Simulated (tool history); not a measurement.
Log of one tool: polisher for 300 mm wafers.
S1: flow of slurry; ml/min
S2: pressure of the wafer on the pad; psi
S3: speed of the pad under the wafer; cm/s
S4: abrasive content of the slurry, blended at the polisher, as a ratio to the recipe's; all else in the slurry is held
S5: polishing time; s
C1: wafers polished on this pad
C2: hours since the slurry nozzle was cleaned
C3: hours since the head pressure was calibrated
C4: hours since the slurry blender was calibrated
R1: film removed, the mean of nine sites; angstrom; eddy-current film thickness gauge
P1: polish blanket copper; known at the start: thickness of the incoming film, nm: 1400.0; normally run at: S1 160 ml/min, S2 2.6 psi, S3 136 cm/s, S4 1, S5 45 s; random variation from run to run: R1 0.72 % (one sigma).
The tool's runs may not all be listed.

| run | hour | S1 | S2 | S3 | S4 | S5 | C1 | C2 | C3 | C4 | R1 |
|---|---|---|---|---|---|---|---|---|---|---|---|
| 1 | 2.8 | 160 | 2.6 | 136 | 1 | 45 | 124 | 87.8 | 256.2 | 64.5 | 1485.8 |
| 2 | 6.4 | 160 | 2.6 | 214 | 1 | 45 | 178 | 91.4 | 259.8 | 68.1 | 2366.3 |
| 3 | 9.5 | 160 | 2.6 | 136 | 1 | 45 | 224 | 94.5 | 262.9 | 71.2 | 1503.1 |
| 4 | 13.4 | 160 | 2.6 | 66 | 1 | 45 | 282 | 98.4 | 266.8 | 75.1 | 731.13 |
| 5 | 16.6 | 160 | 2.6 | 136 | 1 | 68 | 330 | 101.6 | 270 | 78.3 | 2257.7 |
| 6 | 19.6 | 95 | 2.6 | 136 | 1 | 45 | 375 | 104.6 | 273 | 81.3 | 1328.3 |
| 7 | 24 | 160 | 2.6 | 136 | 1 | 45 | 440 | 109 | 277.4 | 85.7 | 1480.3 |
|  | 24.8 | worn pad replaced by a new one |
| 8 | 27.3 | 160 | 2.6 | 96 | 1.4 | 45 | 37 | 112.3 | 280.7 | 89 | 1138.9 |
|  | 27.4 | slurry blender recalibrated |
| 9 | 30.2 | 160 | 2.6 | 136 | 1 | 45 | 80 | 115.2 | 283.6 | 2.9 | 1490.7 |
| 10 | 33.2 | 160 | 2.6 | 136 | 1 | 20 | 125 | 118.2 | 286.6 | 5.9 | 657.24 |
|  | 34.8 | slurry nozzle cleaned |
| 11 | 36.7 | 160 | 3.3 | 136 | 1 | 45 | 177 | 1.9 | 290.1 | 9.4 | 1876.3 |
| 12 | 42 | 245 | 2.6 | 136 | 1 | 45 | 256 | 7.2 | 295.4 | 14.7 | 1584.9 |
| 13 | 45.4 | 160 | 2.6 | 136 | 0.6 | 45 | 307 | 10.6 | 298.8 | 18.1 | 1337.5 |
| 14 | 49.6 | 160 | 1.2 | 136 | 1 | 45 | 369 | 14.8 | 303 | 22.3 | 682.11 |
| 15 | 52.6 | 160 | 2.6 | 136 | 1.45 | 45 | 414 | 17.8 | 306 | 25.3 | 1629.2 |
| 16 | 58.3 | 160 | 2.6 | 136 | 1 | 45 | 499 | 23.5 | 311.7 | 31 | 1487.3 |
| 17 | 61.6 | 160 | 2.6 | 136 | 1 | 45 | 548 | 26.8 | 315 | 34.3 | 1471.9 |
| 18 | 65.1 | 160 | 2.6 | 136 | 1 | 45 | 600 | 30.3 | 318.5 | 37.8 | 1422.7 |
| 19 | 69.7 | 160 | 2.6 | 136 | 1 | 45 | 669 | 34.9 | 323.1 | 42.4 | 1395.3 |
| 20 | 73.7 | 160 | 2.6 | 136 | 1 | 45 | 729 | 38.9 | 327.1 | 46.4 | 1384.2 |
|  | 74.6 | worn pad replaced by a new one |
|  | 74.7 | head pressure recalibrated |
| 21 | 78.9 | 160 | 2.6 | 136 | 1 | 45 | 64 | 44.1 | 4.3 | 51.6 | 1376.3 |
| 22 | 83.5 | 160 | 2.6 | 136 | 1 | 45 | 133 | 48.7 | 8.9 | 56.2 | 1365.7 |
| 23 | 87.6 | 160 | 2.6 | 136 | 1 | 45 | 194 | 52.8 | 13 | 60.3 | 1375.3 |

What P1 gives has crept away from where it was. These 2 causes fit the log equally well, each at the size given:
A: abrasive missing from the slurry, % = 31.6
B: slurry flow missing at the pad, % = 33.3
The creep began at about hour 58.3.
Why every other cause is out:
removal rate lost through wear of the pad, %: serviced at hour 74.6, which brought nothing back
head's pressure below its setpoint, %: serviced at hour 74.7, which brought nothing back

4 check runs are offered, each on 2 wafers whose results are averaged, their results left as question marks. Which one tells the causes apart?
| check 1 | 91.7 | 160 | 2.6 | 76 | 1 | 25 |  |  |  |  | ? |
| check 2 | 91.7 | 160 | 2.6 | 136 | 0.75 | 21 |  |  |  |  | ? |
| check 3 | 91.7 | 95 | 1.7 | 136 | 1 | 45 |  |  |  |  | ? |
| check 4 | 91.7 | 160 | 1.6 | 136 | 1 | 65 |  |  |  |  | ? |

What each check would give under each cause:
| check | result | if A | if B |
|---|---|---|---|
| check 1 | R1 | 427.37 | 427.38 |
| check 2 | R1 | 606.38 | 604.66 |
| check 3 | R1 | 807.74 | 771.16 |
| check 4 | R1 | 1223.6 | 1223.7 |
How far apart the two closest causes lie, in the result that separates them most: check 1 0 %; check 2 0.28 %; check 3 4.63 %; check 4 0 %
Only check 3 tells the causes apart: in the others they would give nearly the same result.

Then check 3 was run and gave: R1 813.16 angstrom. Which cause is it?

It is A: abrasive missing from the slurry, %.

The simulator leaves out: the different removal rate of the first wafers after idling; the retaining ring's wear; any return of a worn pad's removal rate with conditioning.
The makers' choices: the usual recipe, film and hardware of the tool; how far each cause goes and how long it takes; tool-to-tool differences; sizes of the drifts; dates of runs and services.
